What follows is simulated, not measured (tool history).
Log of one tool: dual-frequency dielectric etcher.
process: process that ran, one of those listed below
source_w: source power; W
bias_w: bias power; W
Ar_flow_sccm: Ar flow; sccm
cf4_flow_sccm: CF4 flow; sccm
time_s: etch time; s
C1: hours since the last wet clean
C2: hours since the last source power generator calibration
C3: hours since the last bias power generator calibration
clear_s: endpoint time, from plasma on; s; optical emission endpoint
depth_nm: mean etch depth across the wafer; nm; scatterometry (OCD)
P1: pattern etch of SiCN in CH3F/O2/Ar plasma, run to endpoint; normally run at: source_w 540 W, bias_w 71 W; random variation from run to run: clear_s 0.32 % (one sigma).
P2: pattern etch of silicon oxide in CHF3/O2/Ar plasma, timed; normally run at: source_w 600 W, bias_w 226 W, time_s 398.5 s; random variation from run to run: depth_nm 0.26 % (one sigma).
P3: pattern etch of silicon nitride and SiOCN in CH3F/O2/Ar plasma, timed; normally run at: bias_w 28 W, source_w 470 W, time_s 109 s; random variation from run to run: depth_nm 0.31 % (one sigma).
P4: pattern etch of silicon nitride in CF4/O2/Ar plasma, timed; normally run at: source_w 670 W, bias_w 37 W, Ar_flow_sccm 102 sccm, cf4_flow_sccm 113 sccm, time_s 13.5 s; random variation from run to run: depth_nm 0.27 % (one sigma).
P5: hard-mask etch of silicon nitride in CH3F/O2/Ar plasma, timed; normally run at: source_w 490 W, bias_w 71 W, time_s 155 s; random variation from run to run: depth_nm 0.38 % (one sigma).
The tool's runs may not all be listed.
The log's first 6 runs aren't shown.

Run 7, hour 84.7: process P4, source_w 670 W, bias_w 37 W, Ar_flow_sccm 131 sccm, cf4_flow_sccm 113 sccm, time_s 13.5 s; C1 398.7; C2 1625.1; C3 2218.6. Result: depth_nm 28.213 nm.
Run 8, hour 98.8: process P3, source_w 470 W, bias_w 28 W, time_s 60 s; C1 412.8; C2 1639.2; C3 2232.7. Result: depth_nm 9.4267 nm.
Run 9, hour 115.6: process P3, source_w 470 W, bias_w 17 W, time_s 109 s; C1 429.6; C2 1656; C3 2249.5. Result: depth_nm 13.848 nm.
Run 10, hour 127: process P5, source_w 490 W, bias_w 71 W, time_s 92.5 s; C1 441; C2 1667.4; C3 2260.9. Result: depth_nm 69.797 nm.
Run 11, hour 140.4: process P3, source_w 470 W, bias_w 28 W, time_s 109 s; C1 454.4; C2 1680.8; C3 2274.3. Result: depth_nm 17.136 nm.
Run 12, hour 149.4: process P1, source_w 540 W, bias_w 97 W; C1 463.4; C2 1689.8; C3 2283.3. Result: clear_s 27.3 s.
Run 13, hour 158.7: process P2, source_w 740 W, bias_w 226 W, time_s 398.5 s; C1 472.7; C2 1699.1; C3 2292.6. Result: depth_nm 944.74 nm.
Run 14, hour 176.7: process P1, source_w 310 W, bias_w 71 W; C1 490.7; C2 1717.1; C3 2310.6. Result: clear_s 37.463 s.
Run 15, hour 186.5: process P4, source_w 670 W, bias_w 37 W, Ar_flow_sccm 102 sccm, cf4_flow_sccm 113 sccm, time_s 13.5 s; C1 500.5; C2 1726.9; C3 2320.4. Result: depth_nm 29.359 nm.
Run 16, hour 197: process P1, source_w 660 W, bias_w 71 W; C1 511; C2 1737.4; C3 2330.9. Result: clear_s 28.163 s.
Run 17, hour 208.7: process P1, source_w 540 W, bias_w 71 W; C1 522.7; C2 1749.1; C3 2342.6. Result: clear_s 30.256 s.
Run 18, hour 218.2: process P1, source_w 540 W, bias_w 71 W; C1 532.2; C2 1758.6; C3 2352.1. Result: clear_s 30.553 s.
Run 19, hour 226.4: process P1, source_w 540 W, bias_w 71 W; C1 540.4; C2 1766.8; C3 2360.3. Result: clear_s 30.391 s.
Run 20, hour 241.9: process P5, source_w 400 W, bias_w 71 W, time_s 155 s; C1 555.9; C2 1782.3; C3 2375.8. Result: depth_nm 107.78 nm.
Run 21, hour 259.4: process P5, source_w 490 W, bias_w 90 W, time_s 155 s; C1 573.4; C2 1799.8; C3 2393.3. Result: depth_nm 127.17 nm.

The next listed run, before its measurement:
Run 22, hour 277.7: process P1, source_w 540 W, bias_w 71 W; C1 591.7; C2 1818.1; C3 2411.6. Result: clear_s ?.

Run 22 gave clear_s 30.513 s.

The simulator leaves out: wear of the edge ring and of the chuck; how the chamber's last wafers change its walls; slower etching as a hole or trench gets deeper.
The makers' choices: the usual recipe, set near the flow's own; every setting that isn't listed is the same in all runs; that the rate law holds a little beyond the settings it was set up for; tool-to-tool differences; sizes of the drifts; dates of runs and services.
